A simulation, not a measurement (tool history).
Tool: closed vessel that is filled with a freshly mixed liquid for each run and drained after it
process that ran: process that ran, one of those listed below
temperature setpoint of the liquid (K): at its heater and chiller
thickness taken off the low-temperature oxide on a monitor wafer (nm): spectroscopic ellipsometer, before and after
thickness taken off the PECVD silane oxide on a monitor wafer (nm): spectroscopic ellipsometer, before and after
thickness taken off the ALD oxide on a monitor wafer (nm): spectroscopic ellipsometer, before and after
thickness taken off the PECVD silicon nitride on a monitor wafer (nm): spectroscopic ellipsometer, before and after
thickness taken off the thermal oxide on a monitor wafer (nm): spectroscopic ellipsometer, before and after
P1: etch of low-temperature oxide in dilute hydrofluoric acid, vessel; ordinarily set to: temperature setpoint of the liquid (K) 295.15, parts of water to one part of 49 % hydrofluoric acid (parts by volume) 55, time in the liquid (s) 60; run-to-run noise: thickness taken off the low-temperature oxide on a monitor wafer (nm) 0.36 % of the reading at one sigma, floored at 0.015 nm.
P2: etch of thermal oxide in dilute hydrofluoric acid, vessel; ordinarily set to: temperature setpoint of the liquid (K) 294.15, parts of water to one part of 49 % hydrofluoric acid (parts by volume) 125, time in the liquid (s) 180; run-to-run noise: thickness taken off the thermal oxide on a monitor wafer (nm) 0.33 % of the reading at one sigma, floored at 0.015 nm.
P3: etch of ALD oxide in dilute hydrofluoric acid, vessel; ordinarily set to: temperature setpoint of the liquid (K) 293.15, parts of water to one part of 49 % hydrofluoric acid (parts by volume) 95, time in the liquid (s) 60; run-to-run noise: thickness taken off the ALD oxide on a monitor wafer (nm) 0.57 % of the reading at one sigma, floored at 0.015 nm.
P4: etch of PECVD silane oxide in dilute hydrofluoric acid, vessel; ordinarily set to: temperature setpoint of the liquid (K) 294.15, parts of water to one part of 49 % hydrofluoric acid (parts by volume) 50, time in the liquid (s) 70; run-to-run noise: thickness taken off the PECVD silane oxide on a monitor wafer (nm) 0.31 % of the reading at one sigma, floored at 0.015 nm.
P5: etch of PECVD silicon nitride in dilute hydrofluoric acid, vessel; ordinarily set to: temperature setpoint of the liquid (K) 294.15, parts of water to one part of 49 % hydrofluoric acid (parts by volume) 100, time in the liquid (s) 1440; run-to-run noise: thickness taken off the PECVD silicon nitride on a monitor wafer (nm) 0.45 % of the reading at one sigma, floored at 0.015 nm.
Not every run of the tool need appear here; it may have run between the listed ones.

| run | hour | process that ran | temperature setpoint of the liquid (K) | parts of water to one part of 49 % hydrofluoric acid (parts by volume) | time in the liquid (s) | hours since the thermometer was replaced | hours since the hydrofluoric acid flow meter was replaced | thickness taken off the low-temperature oxide on a monitor wafer (nm) | thickness taken off the PECVD silane oxide on a monitor wafer (nm) | thickness taken off the ALD oxide on a monitor wafer (nm) | thickness taken off the PECVD silicon nitride on a monitor wafer (nm) | thickness taken off the thermal oxide on a monitor wafer (nm) |
|---|---|---|---|---|---|---|---|---|---|---|---|---|
| 1 | 7.6 | P1 | 295.15 | 55 | 60 | 592.2 | 1344.6 | 17.51 |  |  |  |  |
| 2 | 11.7 | P1 | 299.15 | 55 | 30 | 596.3 | 1348.7 | 10.341 |  |  |  |  |
| 3 | 18.7 | P4 | 294.15 | 50 | 70 | 603.3 | 1355.7 |  | 19.096 |  |  |  |
| 4 | 24 | P1 | 295.15 | 55 | 60 | 608.6 | 1361 | 17.486 |  |  |  |  |
| 5 | 32.2 | P3 | 290.15 | 95 | 60 | 616.8 | 1369.2 |  |  | 6.1248 |  |  |
| 6 | 36.9 | P5 | 294.15 | 100 | 30 | 621.5 | 1373.9 |  |  |  | 0.42055 |  |
| 7 | 40.6 | P1 | 295.15 | 55 | 60 | 625.2 | 1377.6 | 17.576 |  |  |  |  |
| 8 | 45.9 | P1 | 302.65 | 55 | 60 | 630.5 | 1382.9 | 23.673 |  |  |  |  |
| 9 | 52.5 | P4 | 294.15 | 50 | 105 | 637.1 | 1389.5 |  | 28.736 |  |  |  |
| 10 | 56.4 | P1 | 295.15 | 55 | 60 | 641 | 1393.4 | 17.594 |  |  |  |  |
| 11 | 63 | P2 | 294.15 | 55 | 180 | 647.6 | 1400 |  |  |  |  | 14.766 |
| 12 | 68.6 | P3 | 293.15 | 95 | 115 | 653.2 | 1405.6 |  |  | 13.329 |  |  |
|  | 71.6 | thermometer replaced |
| 13 | 76.6 | P1 | 299.15 | 55 | 95 | 5 | 1413.6 | 32.875 |  |  |  |  |
| 14 | 81.3 | P1 | 290.15 | 25 | 60 | 9.7 | 1418.3 | 31.991 |  |  |  |  |
| 15 | 87.8 | P2 | 294.15 | 125 | 180 | 16.2 | 1424.8 |  |  |  |  | 5.9971 |
| 16 | 95.1 | P5 | 294.15 | 40 | 1440 | 23.5 | 1432.1 |  |  |  | 51.168 |  |
| 17 | 102 | P5 | 294.15 | 100 | 1440 | 30.4 | 1439 |  |  |  | 21.043 |  |
| 18 | 108.4 | P1 | 295.15 | 20 | 60 | 36.8 | 1445.4 | 50.344 |  |  |  |  |
| 19 | 113.5 | P3 | 293.15 | 35 | 60 | 41.9 | 1450.5 |  |  | 20.134 |  |  |
| 20 | 119.7 | P1 | 295.15 | 55 | 60 | 48.1 | 1456.7 | 17.38 |  |  |  |  |
| 21 | 127.3 | P1 | 291.15 | 55 | 60 | 55.7 | 1464.3 | 14.701 |  |  |  |  |
| 22 | 134.8 | P2 | 290.15 | 125 | 180 | 63.2 | 1471.8 |  |  |  |  | 5.1147 |

Estimate the outcome of run 23 from the log above:
| 23 | 143.3 | P1 | 295.15 | 55 | 60 | 71.7 | 1480.3 | ? |  |  |  |  |

Run 23 yielded thickness taken off the low-temperature oxide on a monitor wafer (nm) 17.642.
